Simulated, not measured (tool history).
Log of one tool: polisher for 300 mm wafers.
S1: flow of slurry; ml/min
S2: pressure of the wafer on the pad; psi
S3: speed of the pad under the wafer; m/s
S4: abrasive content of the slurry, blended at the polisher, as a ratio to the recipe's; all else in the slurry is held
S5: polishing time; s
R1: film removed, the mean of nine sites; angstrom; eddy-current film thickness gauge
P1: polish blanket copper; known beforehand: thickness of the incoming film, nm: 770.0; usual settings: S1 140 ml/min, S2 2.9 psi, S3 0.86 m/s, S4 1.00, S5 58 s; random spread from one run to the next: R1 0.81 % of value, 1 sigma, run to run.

Run 1, hour 7.4: S1 140 ml/min, S2 2.9 psi, S3 0.86 m/s, S4 1.00, S5 58 s. Result: R1 1243.90 angstrom.
Run 2, hour 19.2: S1 140 ml/min, S2 1.3 psi, S3 0.86 m/s, S4 1.00, S5 58 s. Result: R1 560.13 angstrom.
Run 3, hour 27.8: S1 140 ml/min, S2 2.9 psi, S3 0.38 m/s, S4 1.00, S5 58 s. Result: R1 547.62 angstrom.
Run 4, hour 35.6: S1 140 ml/min, S2 4.0 psi, S3 0.86 m/s, S4 1.00, S5 58 s. Result: R1 1688.70 angstrom.
Run 5, hour 42.0: S1 100 ml/min, S2 2.9 psi, S3 0.86 m/s, S4 0.70, S5 58 s. Result: R1 1071.40 angstrom.
Run 6, hour 49.7: S1 85 ml/min, S2 2.9 psi, S3 0.86 m/s, S4 1.25, S5 58 s. Result: R1 1153.90 angstrom.
Run 7, hour 56.8: S1 140 ml/min, S2 2.9 psi, S3 0.86 m/s, S4 1.00, S5 58 s. Result: R1 1224.90 angstrom.
Run 8, hour 65.3: S1 140 ml/min, S2 2.9 psi, S3 0.86 m/s, S4 1.00, S5 58 s. Result: R1 1248.90 angstrom.
Run 9, hour 74.1: S1 140 ml/min, S2 2.9 psi, S3 0.86 m/s, S4 1.00, S5 58 s. Result: R1 1227.00 angstrom.
Run 10, hour 87.3: S1 85 ml/min, S2 2.9 psi, S3 0.86 m/s, S4 1.00, S5 58 s. Result: R1 1108.80 angstrom.
Run 11, hour 93.2: S1 140 ml/min, S2 2.9 psi, S3 0.86 m/s, S4 1.35, S5 58 s. Result: R1 1303.70 angstrom.
Run 12, hour 99.9: S1 140 ml/min, S2 2.9 psi, S3 0.86 m/s, S4 1.00, S5 58 s. Result: R1 1230.60 angstrom.
Run 13, hour 112.3: S1 140 ml/min, S2 2.9 psi, S3 0.86 m/s, S4 1.00, S5 90 s. Result: R1 1925.80 angstrom.
Run 14, hour 121.2: S1 140 ml/min, S2 2.9 psi, S3 0.86 m/s, S4 1.00, S5 37 s. Result: R1 802.63 angstrom.
At hour 125.1: slurry nozzle cleaned.
Run 15, hour 128.9: S1 140 ml/min, S2 2.9 psi, S3 0.86 m/s, S4 0.65, S5 58 s. Result: R1 1111.70 angstrom.
Run 16, hour 135.6: S1 140 ml/min, S2 2.9 psi, S3 1.24 m/s, S4 1.00, S5 58 s. Result: R1 1791.50 angstrom.
Run 17, hour 142.9: S1 140 ml/min, S2 2.9 psi, S3 0.86 m/s, S4 1.00, S5 58 s. Result: R1 1226.50 angstrom.
Run 18, hour 151.0: S1 185 ml/min, S2 2.9 psi, S3 0.86 m/s, S4 1.00, S5 58 s. Result: R1 1284.70 angstrom.
Run 19, hour 163.6: S1 140 ml/min, S2 2.9 psi, S3 0.86 m/s, S4 1.00, S5 58 s. Result: R1 1243.30 angstrom.
Run 20, hour 172.0: S1 140 ml/min, S2 2.9 psi, S3 0.86 m/s, S4 1.00, S5 58 s. Result: R1 1212.10 angstrom.
Run 21, hour 182.1: S1 140 ml/min, S2 2.9 psi, S3 0.86 m/s, S4 1.00, S5 58 s. Result: R1 1170.30 angstrom.
Run 22, hour 194.2: S1 140 ml/min, S2 2.9 psi, S3 0.86 m/s, S4 1.00, S5 58 s. Result: R1 1166.50 angstrom.
Run 23, hour 201.9: S1 140 ml/min, S2 2.9 psi, S3 0.86 m/s, S4 1.00, S5 58 s. Result: R1 1167.40 angstrom.
At hour 207.8: slurry blender recalibrated.
Run 24, hour 213.3: S1 140 ml/min, S2 2.9 psi, S3 0.86 m/s, S4 1.00, S5 58 s. Result: R1 1139.70 angstrom.
At hour 220.2: head pressure recalibrated.
Run 25, hour 221.4: S1 140 ml/min, S2 2.9 psi, S3 0.86 m/s, S4 1.00, S5 58 s. Result: R1 1147.10 angstrom.
Run 26, hour 228.8: S1 140 ml/min, S2 2.9 psi, S3 0.86 m/s, S4 1.00, S5 58 s. Result: R1 1145.50 angstrom.
Run 27, hour 239.9: S1 140 ml/min, S2 2.9 psi, S3 0.86 m/s, S4 1.00, S5 58 s. Result: R1 1167.70 angstrom.

Compared with where it was, what P1 gives has crept away. Each cause listed below fits the log as well as the rest, at the size given for it:
A: slurry flow missing at the pad, % = 28.8
B: removal rate lost through wear of the pad, % = 7.05
The creep began at about hour 163.6.
What rules out each remaining cause:
head's pressure below its setpoint, %: maintenance at hour 220.2, after the shift began, did not return the process to its former output
abrasive missing from the slurry, %: maintenance at hour 207.8, after the shift began, did not return the process to its former output

The 4 check runs listed below each average the results of 3 wafers, and their outcomes are marked with question marks. Under which run would the listed causes produce clearly different results?
Run check 1, hour 251.0: S1 140 ml/min, S2 2.9 psi, S3 1.16 m/s, S4 1.00, S5 58 s. Result: R1 ?.
Run check 2, hour 251.0: S1 85 ml/min, S2 2.9 psi, S3 0.86 m/s, S4 1.00, S5 58 s. Result: R1 ?.
Run check 3, hour 251.0: S1 140 ml/min, S2 2.9 psi, S3 1.08 m/s, S4 1.00, S5 58 s. Result: R1 ?.
Run check 4, hour 251.0: S1 140 ml/min, S2 2.9 psi, S3 0.86 m/s, S4 1.00, S5 42 s. Result: R1 ?.

If the cause were each of the candidates in turn, the checks would give the following:
  check  result     if A     if B
check 1      R1  1550.50  1550.80
check 2      R1   983.75  1023.80
check 3      R1  1443.60  1443.90
check 4      R1   832.41   832.57
How far apart the two closest causes lie, in the result that separates them most: check 1 0.02 %; check 2 3.99 %; check 3 0.02 %; check 4 0.02 %
The other checks would show nearly matching results whichever cause is true, so check 2 is the only one that separates the causes.

Here is what check 2 returned: R1 1032.30 angstrom. Which cause is it?

B is the cause: removal rate lost through wear of the pad, %.

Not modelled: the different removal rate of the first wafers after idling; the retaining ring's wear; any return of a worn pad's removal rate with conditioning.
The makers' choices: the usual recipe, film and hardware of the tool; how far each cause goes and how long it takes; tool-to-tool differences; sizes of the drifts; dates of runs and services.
